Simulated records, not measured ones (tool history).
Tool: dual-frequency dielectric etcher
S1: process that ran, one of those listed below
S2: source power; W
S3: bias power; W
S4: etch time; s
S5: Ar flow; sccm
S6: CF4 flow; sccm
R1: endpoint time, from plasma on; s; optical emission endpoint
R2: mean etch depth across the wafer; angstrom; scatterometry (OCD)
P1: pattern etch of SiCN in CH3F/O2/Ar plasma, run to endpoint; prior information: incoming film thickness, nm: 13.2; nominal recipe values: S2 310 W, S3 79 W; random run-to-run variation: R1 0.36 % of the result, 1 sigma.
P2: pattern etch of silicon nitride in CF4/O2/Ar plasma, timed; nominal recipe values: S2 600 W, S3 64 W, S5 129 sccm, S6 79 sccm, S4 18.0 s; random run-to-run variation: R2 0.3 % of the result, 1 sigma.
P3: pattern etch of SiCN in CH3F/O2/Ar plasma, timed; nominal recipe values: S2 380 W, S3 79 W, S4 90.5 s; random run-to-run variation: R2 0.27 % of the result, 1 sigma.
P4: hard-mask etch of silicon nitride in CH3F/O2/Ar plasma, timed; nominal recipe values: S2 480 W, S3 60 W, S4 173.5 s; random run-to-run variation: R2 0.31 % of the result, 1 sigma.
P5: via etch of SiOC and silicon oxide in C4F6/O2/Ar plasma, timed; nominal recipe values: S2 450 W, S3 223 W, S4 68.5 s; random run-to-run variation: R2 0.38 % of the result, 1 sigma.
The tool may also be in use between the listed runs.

run   hour  S1   S2   S3     S4   S5  S6      R1       R2
  1    4.7  P1  310   79                  37.778
  2   14.3  P5  450  223   68.5                    848.38
  3   20.4  P1  260   97                  37.183
  4   29.9  P3  380   79   50.0                    189.44
      30.0  -- source power generator calibrated
  5   34.1  P1  400   98                  31.526
  6   41.4  P2  600   64   18.0  129  79           419.50
  7   47.4  P1  420   79                  33.759
  8   56.4  P4  480   60   95.5                    671.60
  9   61.7  P1  310   79                  37.770
 10   66.1  P1  240   79                  41.697
 11   71.3  P5  450  223   68.5                    855.46
 12   76.1  P1  310   79                  37.747
 13   85.5  P5  450  223   50.0                    617.26
 14   93.9  P2  720   64   18.0  129  79           492.65
 15   98.6  P1  310   79                  37.709
 16  105.5  P4  480   60  173.5                   1223.50
 17  112.4  P4  480   60  173.5                   1221.40
 18  119.2  P5  450  129   68.5                    716.38
 19  125.4  P5  550  223   68.5                    922.24
 20  133.2  P4  480   41  173.5                   1083.60
 21  138.6  P4  630   60  173.5                   1353.50
 22  145.9  P1  310  111                  33.154
 23  152.6  P1  310   55                  43.135
 24  159.5  P3  380   79   90.5                    342.85
 25  163.7  P2  600   64   18.0  129  49           395.02
 26  170.3  P1  310   79                  37.822
 27  179.1  P2  600   38   18.0  129  79           344.63
 28  186.3  P2  600   64   18.0  181  79           400.88
 29  191.5  P2  600   64   10.0  129  79           235.28

Estimate the outcome of run 30 from the log above:
 30  197.8  P3  290  79  90.5               ?

For run 30 the tool returned R2 310.58 angstrom.
